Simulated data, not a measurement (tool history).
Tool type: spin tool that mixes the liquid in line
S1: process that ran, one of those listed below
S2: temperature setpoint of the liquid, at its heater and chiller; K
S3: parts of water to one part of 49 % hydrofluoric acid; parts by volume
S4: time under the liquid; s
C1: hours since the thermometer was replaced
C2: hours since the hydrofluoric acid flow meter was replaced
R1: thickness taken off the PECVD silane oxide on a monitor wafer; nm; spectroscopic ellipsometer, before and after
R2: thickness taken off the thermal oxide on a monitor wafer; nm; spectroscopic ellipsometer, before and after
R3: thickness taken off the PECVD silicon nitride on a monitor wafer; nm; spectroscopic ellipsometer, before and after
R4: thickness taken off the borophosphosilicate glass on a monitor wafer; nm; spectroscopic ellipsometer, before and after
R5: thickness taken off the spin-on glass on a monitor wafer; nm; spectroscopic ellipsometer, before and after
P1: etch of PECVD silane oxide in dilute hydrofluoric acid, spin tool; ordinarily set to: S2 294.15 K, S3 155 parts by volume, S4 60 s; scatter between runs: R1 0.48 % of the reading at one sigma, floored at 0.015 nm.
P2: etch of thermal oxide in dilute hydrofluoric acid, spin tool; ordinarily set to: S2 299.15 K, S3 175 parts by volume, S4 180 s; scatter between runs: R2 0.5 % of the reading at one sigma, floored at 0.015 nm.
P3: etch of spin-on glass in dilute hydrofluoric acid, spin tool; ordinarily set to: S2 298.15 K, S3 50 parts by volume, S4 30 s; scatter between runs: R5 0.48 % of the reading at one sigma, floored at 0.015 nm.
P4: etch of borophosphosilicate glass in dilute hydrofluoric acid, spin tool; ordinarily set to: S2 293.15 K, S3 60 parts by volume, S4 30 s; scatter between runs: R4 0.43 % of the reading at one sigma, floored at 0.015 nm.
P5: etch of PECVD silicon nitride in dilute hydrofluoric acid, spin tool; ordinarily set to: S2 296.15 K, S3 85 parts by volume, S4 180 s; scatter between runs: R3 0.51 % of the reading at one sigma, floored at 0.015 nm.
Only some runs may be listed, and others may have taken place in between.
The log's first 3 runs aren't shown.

Run 4, day 0.779: S1 P1, S2 294.15 K, S3 155 parts by volume, S4 110 s; C1 1645.1; C2 496.5. Result: R1 15.1010 nm.
Run 5, day 0.900: S1 P2, S2 303.65 K, S3 175 parts by volume, S4 180 s; C1 1648.0; C2 499.4. Result: R2 5.6429 nm.
Run 6, day 1.138: S1 P5, S2 296.15 K, S3 85 parts by volume, S4 180 s; C1 1653.7; C2 505.1. Result: R3 5.65870 nm.
Run 7, day 1.338: S1 P1, S2 294.15 K, S3 30 parts by volume, S4 60 s; C1 1658.5; C2 509.9. Result: R1 48.7180 nm.
Run 8, day 1.567: S1 P1, S2 294.15 K, S3 155 parts by volume, S4 35 s; C1 1664.0; C2 515.4. Result: R1 4.7572 nm.
Run 9, day 1.725: S1 P1, S2 290.15 K, S3 155 parts by volume, S4 60 s; C1 1667.8; C2 519.2. Result: R1 6.9846 nm.
Run 10, day 1.858: S1 P4, S2 299.15 K, S3 60 parts by volume, S4 30 s; C1 1671.0; C2 522.4. Result: R4 39.443 nm.
Run 11, day 1.988: S1 P1, S2 294.15 K, S3 220 parts by volume, S4 60 s; C1 1674.1; C2 525.5. Result: R1 5.4199 nm.
At day 2.138: hydrofluoric acid flow meter replaced.
Run 12, day 2.162: S1 P3, S2 305.15 K, S3 50 parts by volume, S4 30 s; C1 1678.3; C2 0.7. Result: R5 31.686 nm.
Run 13, day 2.338: S1 P1, S2 294.15 K, S3 155 parts by volume, S4 60 s; C1 1682.5; C2 4.9. Result: R1 8.1583 nm.
Run 14, day 2.550: S1 P5, S2 296.15 K, S3 30 parts by volume, S4 180 s; C1 1687.6; C2 10.0. Result: R3 15.73800 nm.
Run 15, day 2.688: S1 P1, S2 294.15 K, S3 155 parts by volume, S4 60 s; C1 1690.9; C2 13.3. Result: R1 8.1976 nm.
Run 16, day 2.825: S1 P2, S2 299.15 K, S3 175 parts by volume, S4 350 s; C1 1694.2; C2 16.6. Result: R2 9.2587 nm.
Run 17, day 2.954: S1 P3, S2 298.15 K, S3 50 parts by volume, S4 30 s; C1 1697.3; C2 19.7. Result: R5 23.925 nm.
Run 18, day 3.175: S1 P2, S2 299.15 K, S3 175 parts by volume, S4 180 s; C1 1702.6; C2 25.0. Result: R2 4.7898 nm.
Run 19, day 3.283: S1 P3, S2 298.15 K, S3 50 parts by volume, S4 60 s; C1 1705.2; C2 27.6. Result: R5 47.975 nm.
Run 20, day 3.496: S1 P5, S2 296.15 K, S3 85 parts by volume, S4 15 s; C1 1710.3; C2 32.7. Result: R3 0.46256 nm.
Run 21, day 3.617: S1 P1, S2 294.15 K, S3 155 parts by volume, S4 60 s; C1 1713.2; C2 35.6. Result: R1 8.1971 nm.
Run 22, day 3.733: S1 P4, S2 293.15 K, S3 100 parts by volume, S4 30 s; C1 1716.0; C2 38.4. Result: R4 17.751 nm.
Run 23, day 3.896: S1 P1, S2 302.15 K, S3 155 parts by volume, S4 60 s; C1 1719.9; C2 42.3. Result: R1 11.1010 nm.
Run 24, day 4.117: S1 P4, S2 293.15 K, S3 60 parts by volume, S4 15 s; C1 1725.2; C2 47.6. Result: R4 15.506 nm.
Run 25, day 4.296: S1 P1, S2 294.15 K, S3 155 parts by volume, S4 60 s; C1 1729.5; C2 51.9. Result: R1 8.2031 nm.
Run 26, day 4.425: S1 P5, S2 304.15 K, S3 85 parts by volume, S4 180 s; C1 1732.6; C2 55.0. Result: R3 9.58430 nm.

For run 27, what comes out?
Run 27, day 4.621: S1 P4, S2 293.15 K, S3 60 parts by volume, S4 30 s; C1 1737.3; C2 59.7. Result: R4 ?.

{"run 27": {"R4": 31.337}}

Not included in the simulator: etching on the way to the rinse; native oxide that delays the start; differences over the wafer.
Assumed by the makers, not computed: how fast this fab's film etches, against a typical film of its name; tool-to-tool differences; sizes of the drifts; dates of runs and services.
